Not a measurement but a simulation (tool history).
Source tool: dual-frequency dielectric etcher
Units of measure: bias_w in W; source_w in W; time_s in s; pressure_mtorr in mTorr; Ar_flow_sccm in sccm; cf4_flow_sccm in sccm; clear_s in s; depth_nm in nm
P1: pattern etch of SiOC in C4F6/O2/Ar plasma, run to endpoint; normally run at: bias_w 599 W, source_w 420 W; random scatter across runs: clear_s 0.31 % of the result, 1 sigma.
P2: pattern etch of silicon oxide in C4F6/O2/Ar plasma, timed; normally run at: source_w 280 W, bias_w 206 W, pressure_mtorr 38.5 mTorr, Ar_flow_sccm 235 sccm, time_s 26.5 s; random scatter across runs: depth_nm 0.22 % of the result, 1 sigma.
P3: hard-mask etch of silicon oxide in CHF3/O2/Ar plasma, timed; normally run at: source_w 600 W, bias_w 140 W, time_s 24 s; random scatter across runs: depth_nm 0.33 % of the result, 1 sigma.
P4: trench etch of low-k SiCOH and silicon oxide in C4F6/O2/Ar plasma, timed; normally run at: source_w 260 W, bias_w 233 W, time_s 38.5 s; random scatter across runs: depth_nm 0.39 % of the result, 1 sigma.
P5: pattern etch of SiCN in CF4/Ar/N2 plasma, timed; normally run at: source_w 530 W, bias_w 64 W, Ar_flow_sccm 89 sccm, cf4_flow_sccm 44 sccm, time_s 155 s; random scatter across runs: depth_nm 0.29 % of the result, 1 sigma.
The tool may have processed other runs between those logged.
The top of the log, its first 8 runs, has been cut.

{"run": 9, "hour": 86.7, "process": "P5", "bias_w": 64, "source_w": 530, "time_s": 155, "Ar_flow_sccm": 89, "cf4_flow_sccm": 44, "depth_nm": 134.51}
{"run": 10, "hour": 94.2, "process": "P4", "bias_w": 233, "source_w": 260, "time_s": 38.5, "depth_nm": 115.45}
{"run": 11, "hour": 100.4, "process": "P1", "bias_w": 351, "source_w": 420, "clear_s": 18.074}
{"run": 12, "hour": 113.1, "process": "P1", "bias_w": 454, "source_w": 520, "clear_s": 15.283}
{"run": 13, "hour": 120.0, "process": "P3", "bias_w": 140, "source_w": 600, "time_s": 24, "depth_nm": 42.612}
{"run": 14, "hour": 132.2, "process": "P2", "bias_w": 206, "source_w": 280, "time_s": 26.5, "pressure_mtorr": 38.5, "Ar_flow_sccm": 235, "depth_nm": 74.614}
{"run": 15, "hour": 138.1, "process": "P4", "bias_w": 138, "source_w": 260, "time_s": 38.5, "depth_nm": 97.5}
{"run": 16, "hour": 146.8, "process": "P1", "bias_w": 756, "source_w": 420, "clear_s": 13.525}
{"run": 17, "hour": 159.4, "process": "P5", "bias_w": 64, "source_w": 730, "time_s": 155, "Ar_flow_sccm": 89, "cf4_flow_sccm": 44, "depth_nm": 177.68}
{"hour": 163.0, "done": "bias power generator calibrated"}
{"run": 18, "hour": 170.4, "process": "P2", "bias_w": 258, "source_w": 280, "time_s": 26.5, "pressure_mtorr": 38.5, "Ar_flow_sccm": 235, "depth_nm": 80.322}
{"run": 19, "hour": 182.5, "process": "P3", "bias_w": 140, "source_w": 390, "time_s": 24, "depth_nm": 36.425}
{"run": 20, "hour": 189.7, "process": "P5", "bias_w": 50, "source_w": 530, "time_s": 155, "Ar_flow_sccm": 89, "cf4_flow_sccm": 44, "depth_nm": 123.78}
{"run": 21, "hour": 197.0, "process": "P2", "bias_w": 206, "source_w": 280, "time_s": 26.5, "pressure_mtorr": 38.5, "Ar_flow_sccm": 295, "depth_nm": 72.85}
{"hour": 201.1, "done": "source power generator calibrated"}
{"run": 22, "hour": 206.4, "process": "P1", "bias_w": 599, "source_w": 420, "clear_s": 14.842}
{"run": 23, "hour": 213.9, "process": "P3", "bias_w": 140, "source_w": 600, "time_s": 15, "depth_nm": 26.633}
{"run": 24, "hour": 226.6, "process": "P5", "bias_w": 64, "source_w": 530, "time_s": 155, "Ar_flow_sccm": 89, "cf4_flow_sccm": 44, "depth_nm": 133.73}
{"run": 25, "hour": 236.0, "process": "P3", "bias_w": 106, "source_w": 600, "time_s": 24, "depth_nm": 39.454}
{"run": 26, "hour": 248.3, "process": "P5", "bias_w": 64, "source_w": 530, "time_s": 155, "Ar_flow_sccm": 107, "cf4_flow_sccm": 44, "depth_nm": 130.11}
{"run": 27, "hour": 254.3, "process": "P2", "bias_w": 206, "source_w": 280, "time_s": 26.5, "pressure_mtorr": 52.5, "Ar_flow_sccm": 235, "depth_nm": 71.987}
{"run": 28, "hour": 262.0, "process": "P1", "bias_w": 599, "source_w": 420, "clear_s": 14.945}

Run 29 has not been measured yet. What should we expect?
{"run": 29, "hour": 271.4, "process": "P5", "bias_w": 64, "source_w": 530, "time_s": 155, "Ar_flow_sccm": 89, "cf4_flow_sccm": 27, "depth_nm": "?"}

{"run 29": {"depth_nm": 123.07}}

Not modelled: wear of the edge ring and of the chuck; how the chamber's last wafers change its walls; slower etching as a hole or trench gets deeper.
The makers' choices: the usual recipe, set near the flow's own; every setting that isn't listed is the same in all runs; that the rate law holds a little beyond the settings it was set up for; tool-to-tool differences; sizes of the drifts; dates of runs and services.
